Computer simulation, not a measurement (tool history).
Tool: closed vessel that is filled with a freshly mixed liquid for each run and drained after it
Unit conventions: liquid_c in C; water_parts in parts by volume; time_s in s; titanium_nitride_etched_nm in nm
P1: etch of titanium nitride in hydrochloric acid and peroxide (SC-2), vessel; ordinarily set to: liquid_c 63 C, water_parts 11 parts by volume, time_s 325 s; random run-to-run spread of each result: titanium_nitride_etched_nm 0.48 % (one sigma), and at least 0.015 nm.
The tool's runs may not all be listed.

| run | hour | liquid_c | water_parts | time_s | hours since the thermometer was replaced | hours since the chemicals flow meter was replaced | hours since the drum of peroxide was connected | titanium_nitride_etched_nm |
|---|---|---|---|---|---|---|---|---|
| 1 | 3.4 | 63 | 11 | 325 | 317.5 | 1597.9 | 192.9 | 16.616 |
| 2 | 7.4 | 63 | 11 | 325 | 321.5 | 1601.9 | 196.9 | 16.626 |
|  | 8.3 | chemicals flow meter replaced |
| 3 | 10.9 | 53.5 | 11 | 325 | 325 | 2.6 | 200.4 | 9.0993 |
| 4 | 14.5 | 63 | 11 | 325 | 328.6 | 6.2 | 204 | 16.503 |
| 5 | 20.2 | 72 | 4 | 325 | 334.3 | 11.9 | 209.7 | 61.722 |
| 6 | 24.3 | 63 | 11 | 325 | 338.4 | 16 | 213.8 | 16.539 |
|  | 27.1 | thermometer replaced |
| 7 | 27.9 | 63 | 18 | 325 | 0.9 | 19.6 | 217.4 | 10.829 |
| 8 | 30.5 | 63 | 11 | 625 | 3.5 | 22.2 | 220 | 31.989 |
| 9 | 35.4 | 63 | 11 | 40 | 8.4 | 27.1 | 224.9 | 2.0358 |
| 10 | 38.7 | 63 | 11 | 325 | 11.7 | 30.4 | 228.2 | 16.537 |
| 11 | 43 | 63 | 4 | 325 | 16 | 34.7 | 232.5 | 35.668 |
| 12 | 48 | 72 | 11 | 325 | 21 | 39.7 | 237.5 | 28.404 |

Estimate the outcome of run 13 from the log above:
| 13 | 52.1 | 63 | 11 | 325 | 25.1 | 43.8 | 241.6 | ? |

{"run 13": {"titanium_nitride_etched_nm": 16.458}}
